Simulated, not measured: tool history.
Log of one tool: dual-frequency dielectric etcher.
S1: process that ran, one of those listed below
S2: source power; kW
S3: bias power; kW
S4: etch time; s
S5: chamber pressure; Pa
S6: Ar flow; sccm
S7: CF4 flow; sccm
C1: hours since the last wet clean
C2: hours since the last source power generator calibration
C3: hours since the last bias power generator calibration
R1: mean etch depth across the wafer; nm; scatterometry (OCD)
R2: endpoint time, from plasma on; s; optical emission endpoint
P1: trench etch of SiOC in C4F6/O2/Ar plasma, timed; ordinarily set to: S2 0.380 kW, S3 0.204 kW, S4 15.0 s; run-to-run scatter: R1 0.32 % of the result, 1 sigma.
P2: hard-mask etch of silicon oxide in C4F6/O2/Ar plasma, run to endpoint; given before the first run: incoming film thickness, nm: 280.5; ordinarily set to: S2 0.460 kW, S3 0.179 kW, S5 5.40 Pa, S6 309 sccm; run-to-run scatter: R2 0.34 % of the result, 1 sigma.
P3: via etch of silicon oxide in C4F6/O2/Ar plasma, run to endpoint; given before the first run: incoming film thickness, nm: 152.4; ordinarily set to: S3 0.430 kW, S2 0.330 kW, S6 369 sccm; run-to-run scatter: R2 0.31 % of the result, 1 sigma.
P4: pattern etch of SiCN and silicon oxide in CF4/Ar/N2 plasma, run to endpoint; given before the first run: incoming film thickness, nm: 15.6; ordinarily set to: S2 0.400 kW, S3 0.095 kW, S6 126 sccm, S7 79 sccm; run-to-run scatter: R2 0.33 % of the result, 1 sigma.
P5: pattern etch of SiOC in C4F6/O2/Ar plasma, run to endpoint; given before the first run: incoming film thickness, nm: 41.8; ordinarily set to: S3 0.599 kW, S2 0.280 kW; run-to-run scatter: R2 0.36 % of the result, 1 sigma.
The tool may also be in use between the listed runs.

run	day	S1	S2	S3	S4	S5	S6	S7	C1	C2	C3	R1	R2
1	0.279	P1	0.380	0.204	15.0				236.3	865.3	1891.2	31.343	
2	0.554	P1	0.380	0.204	15.0				242.9	871.9	1897.8	31.470	
3	0.912	P1	0.490	0.204	15.0				251.5	880.5	1906.4	34.854	
4	1.254	P2	0.620	0.179		5.40	309		259.7	888.7	1914.6		76.246
5	1.675	P4	0.310	0.095			126	79	269.8	898.8	1924.7		23.283
6	2.050	P4	0.400	0.095			168	79	278.8	907.8	1933.7		19.493
7	2.371	P3	0.330	0.430			369		286.5	915.5	1941.4		39.152
8	2.621	P5	0.380	0.599					292.5	921.5	1947.4		13.003
9	3.088	P5	0.280	0.849					303.7	932.7	1958.6		12.624
10	3.471	P2	0.460	0.179		7.40	309		312.9	941.9	1967.8		88.812
11	3.796	P1	0.380	0.164	15.0				320.7	949.7	1975.6	29.321	
12	4.283	P1	0.380	0.204	22.0				332.4	961.4	1987.3	46.045	
13	4.658	P2	0.460	0.179		5.40	406		341.4	970.4	1996.3		87.805
14	4.950	P5	0.280	0.599					348.4	977.4	2003.3		14.469
15	5.183	P1	0.380	0.270	15.0				354.0	983.0	2008.9	34.694	
16	5.467	P1	0.380	0.204	15.0				360.8	989.8	2015.7	31.471	
17	5.883	P1	0.380	0.204	15.0				370.8	999.8	2025.7	31.322	
18	6.346	P3	0.200	0.430			369		381.9	1010.9	2036.8		47.146
19	6.804	P1	0.300	0.204	8.5				392.9	1021.9	2047.8	16.141	
20	7.254	P1	0.380	0.204	15.0				403.7	1032.7	2058.6	31.467	
21	7.517	P1	0.380	0.204	15.0				410.0	1039.0	2064.9	31.352	
22	7.917	P4	0.400	0.095			126	79	419.6	1048.6	2074.5		18.648
23	8.204	P1	0.380	0.204	8.5				426.5	1055.5	2081.4	17.829	
24	8.438	P4	0.400	0.055			126	79	432.1	1061.1	2087.0		22.532
25	8.767	P1	0.380	0.240	10.5				440.0	1069.0	2094.9	23.183	
26	9.100	P3	0.330	0.293			369		448.0	1077.0	2102.9		45.170
27	9.379	P2	0.460	0.219		5.40	309		454.7	1083.7	2109.6		80.026
28	9.767	P2	0.460	0.179		5.40	309		464.0	1093.0	2118.9		85.460
29	10.254	P4	0.400	0.095			126	55	475.7	1104.7	2130.6		19.613
30	10.629	P1	0.220	0.204	15.0				484.7	1113.7	2139.6	25.366	
31	11.004	P3	0.330	0.430			369		493.7	1122.7	2148.6		39.142
32	11.258	P1	0.380	0.204	15.0				499.8	1128.8	2154.7	31.429	
33	11.508	P3	0.330	0.430			452		505.8	1134.8	2160.7		40.313
34	11.954	P1	0.380	0.204	15.0				516.5	1145.5	2171.4	31.299	
35	12.275	P1	0.380	0.204	15.0				524.2	1153.2	2179.1	31.127	
36	12.717	P1	0.380	0.204	15.0				534.8	1163.8	2189.7	31.074	
37	13.083	P1	0.380	0.204	15.0				543.6	1172.6	2198.5	31.057	
38	13.367	P1	0.380	0.204	15.0				550.4	1179.4	2205.3	30.995	
# day 13.654: wet clean of the chamber
39	13.792	P1	0.380	0.204	15.0				3.3	1189.6	2215.5	31.125	
40	14.288	P1	0.380	0.204	15.0				15.2	1201.5	2227.4	30.753	
41	14.754	P1	0.380	0.204	15.0				26.4	1212.7	2238.6	31.003	

Compared with where it was, what P1 gives has crept away. Each cause listed below fits the log as well as the rest, at the size given for it:
A: bias power that arrives under what is set, % = 4.83
B: source power that arrives under what is set, % = 4.08
Creep in the process output first set in at about day 11.954.
Excluded causes, each with its reason:
chamber walls in a state that lowers the etch rate, %: serviced at day 13.654, which brought nothing back

Which of the 4 check runs listed below, each an average over 2 wafers with its results shown as question marks, gives clearly different results under the different listed causes?
check 1	15.221	P3	0.230	0.305			369						?
check 2	15.221	P5	0.280	0.756									?
check 3	15.221	P2	0.460	0.179		6.73	309						?
check 4	15.221	P4	0.400	0.063			126	79					?

How each check would come out, cause by cause:
check	result	if A	if B
check 1	R2	51.822	51.717
check 2	R2	13.518	13.454
check 3	R2	89.157	89.237
check 4	R2	21.903	22.349
Per check, the gap between the least separated pair of causes, taken in the result that splits them most: check 1 0.2 %; check 2 0.47 %; check 3 0.09 %; check 4 2.02 %
Only check 4 tells the causes apart: in the others they would give nearly the same result.

Then check 4 was run and gave: R2 21.852 s. Which cause is it?

The correct cause is A, namely: bias power that arrives under what is set, %.

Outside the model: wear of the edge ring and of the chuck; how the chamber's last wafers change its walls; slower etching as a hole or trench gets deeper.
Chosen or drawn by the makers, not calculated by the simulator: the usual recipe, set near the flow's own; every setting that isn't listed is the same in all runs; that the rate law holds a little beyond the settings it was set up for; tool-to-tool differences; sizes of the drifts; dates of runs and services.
